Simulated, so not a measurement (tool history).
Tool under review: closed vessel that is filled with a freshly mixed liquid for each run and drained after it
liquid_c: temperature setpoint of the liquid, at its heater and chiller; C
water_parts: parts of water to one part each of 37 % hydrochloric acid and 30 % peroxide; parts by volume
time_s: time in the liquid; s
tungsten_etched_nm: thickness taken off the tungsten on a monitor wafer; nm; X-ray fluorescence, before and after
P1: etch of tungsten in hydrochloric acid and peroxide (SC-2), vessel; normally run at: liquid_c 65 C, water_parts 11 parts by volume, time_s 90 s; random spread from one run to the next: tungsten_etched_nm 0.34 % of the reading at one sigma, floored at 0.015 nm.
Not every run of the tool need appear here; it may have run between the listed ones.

run,hour,liquid_c,water_parts,time_s,hours since the thermometer was replaced,hours since the chemicals flow meter was replaced,hours since the drum of peroxide was connected,tungsten_etched_nm
1,9.3,65,11,90,875.9,1207.5,51.3,24.351
2,16.9,65,19,90,883.5,1215.1,58.9,15.154
3,24.5,65,11,90,891.1,1222.7,66.5,24.364
4,28.9,65,11,30,895.5,1227.1,70.9,8.1167
5,38.7,72,11,90,905.3,1236.9,80.7,36.77
6,48.2,65,11,160,914.8,1246.4,90.2,43.257
7,57.8,65,11,90,924.4,1256,99.8,24.217
8,64.9,65,11,90,931.5,1263.1,106.9,24.3
9,74,48.5,11,90,940.6,1272.2,116,8.5034
10,83.9,65,11,90,950.5,1282.1,125.9,24.289
11,88.5,65,4,90,955.1,1286.7,130.5,52.386
12,94.2,65,11,90,960.8,1292.4,136.2,24.42

Estimate the outcome of run 13 from the log above:
13,103,72,11,30,969.6,1301.2,145,?

tungsten_etched_nm: 12.227 nm
